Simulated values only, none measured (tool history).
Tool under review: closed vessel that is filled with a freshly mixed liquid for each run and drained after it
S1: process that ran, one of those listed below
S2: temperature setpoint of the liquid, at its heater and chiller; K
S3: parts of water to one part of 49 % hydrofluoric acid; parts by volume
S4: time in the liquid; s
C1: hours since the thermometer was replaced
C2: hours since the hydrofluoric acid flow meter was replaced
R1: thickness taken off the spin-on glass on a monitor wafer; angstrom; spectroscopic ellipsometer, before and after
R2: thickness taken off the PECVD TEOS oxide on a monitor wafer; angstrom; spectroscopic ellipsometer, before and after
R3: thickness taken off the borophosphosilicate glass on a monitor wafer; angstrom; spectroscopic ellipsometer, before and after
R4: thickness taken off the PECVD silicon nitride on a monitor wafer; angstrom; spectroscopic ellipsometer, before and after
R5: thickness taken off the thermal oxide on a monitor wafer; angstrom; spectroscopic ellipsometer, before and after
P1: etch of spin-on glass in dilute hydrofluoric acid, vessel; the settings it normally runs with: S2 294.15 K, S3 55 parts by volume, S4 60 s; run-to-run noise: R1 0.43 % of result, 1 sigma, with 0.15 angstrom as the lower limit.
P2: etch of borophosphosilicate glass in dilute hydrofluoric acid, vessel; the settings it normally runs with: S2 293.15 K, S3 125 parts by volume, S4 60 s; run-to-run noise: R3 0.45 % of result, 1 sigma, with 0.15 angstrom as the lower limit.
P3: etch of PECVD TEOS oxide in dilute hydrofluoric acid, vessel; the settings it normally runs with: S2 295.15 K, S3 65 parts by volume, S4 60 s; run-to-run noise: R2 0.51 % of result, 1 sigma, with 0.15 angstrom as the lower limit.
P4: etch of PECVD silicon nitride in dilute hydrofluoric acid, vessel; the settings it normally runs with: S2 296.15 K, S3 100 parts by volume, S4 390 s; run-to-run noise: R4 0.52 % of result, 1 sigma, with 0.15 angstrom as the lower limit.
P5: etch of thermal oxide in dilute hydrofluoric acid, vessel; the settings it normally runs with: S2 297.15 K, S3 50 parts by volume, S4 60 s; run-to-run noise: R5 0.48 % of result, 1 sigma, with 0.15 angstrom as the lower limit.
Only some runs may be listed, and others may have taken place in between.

run,hour,S1,S2,S3,S4,C1,C2,R1,R2,R3,R4,R5
1,10.2,P1,294.15,55,60,686.3,1667.7,208.69,,,,
2,22.2,P1,294.15,55,60,698.3,1679.7,207.32,,,,
3,33.7,P3,295.15,65,60,709.8,1691.2,,141.84,,,
4,43.4,P1,298.65,55,60,719.5,1700.9,249.6,,,,
5,55.9,P1,294.15,55,30,732,1713.4,104.16,,,,
6,62.7,P2,293.15,125,60,738.8,1720.2,,,193.73,,
7,75.3,P1,294.15,55,60,751.4,1732.8,208.25,,,,
8,83.7,P3,295.15,65,30,759.8,1741.2,,71.807,,,
9,90.6,P1,294.15,55,60,766.7,1748.1,209.09,,,,
10,100.1,P1,294.15,95,60,776.2,1757.6,115.39,,,,
11,109.7,P4,296.15,100,640,785.8,1767.2,,,,254.53,
12,118.9,P5,297.15,90,60,795,1776.4,,,,,34.253
13,129.7,P4,296.15,100,390,805.8,1787.2,,,,154.89,
14,135.8,P5,297.15,50,60,811.9,1793.3,,,,,65.56
15,142.1,P3,295.15,65,60,818.2,1799.6,,142.04,,,
16,149,P4,296.15,155,390,825.1,1806.5,,,,100.38,
17,159.4,P3,290.15,65,60,835.5,1816.9,,115.04,,,
18,166.1,P5,290.15,50,60,842.2,1823.6,,,,,48.329
19,179,P4,304.15,100,390,855.1,1836.5,,,,260.71,
20,185.5,P1,300.65,20,60,861.6,1843,783.05,,,,
21,194.1,P1,290.15,55,60,870.2,1851.6,175.55,,,,
22,205.4,P2,290.15,125,60,881.5,1862.9,,,171.3,,
23,216.1,P3,295.15,35,60,892.2,1873.6,,272.69,,,
24,227.4,P1,294.15,55,60,903.5,1884.9,207.42,,,,
25,241,P2,293.15,125,60,917.1,1898.5,,,193.78,,
26,253.5,P1,301.15,55,90,929.6,1911,414.59,,,,
27,266.1,P2,293.15,125,30,942.2,1923.6,,,97.425,,
28,276.8,P5,297.15,50,115,952.9,1934.3,,,,,125.31
29,284.2,P2,293.15,80,60,960.3,1941.7,,,318.71,,
30,290.2,P1,294.15,55,115,966.3,1947.7,397.4,,,,
31,303.2,P1,294.15,20,60,979.3,1960.7,599.52,,,,
32,316.1,P1,294.15,55,60,992.2,1973.6,207.94,,,,
33,322,P1,294.15,55,60,998.1,1979.5,202.58,,,,

Run 34 has not been measured yet. What should we expect?
34,333.2,P1,294.15,55,60,1009.3,1990.7,?,,,,

Run 34 came out at R1 196.62 angstrom.
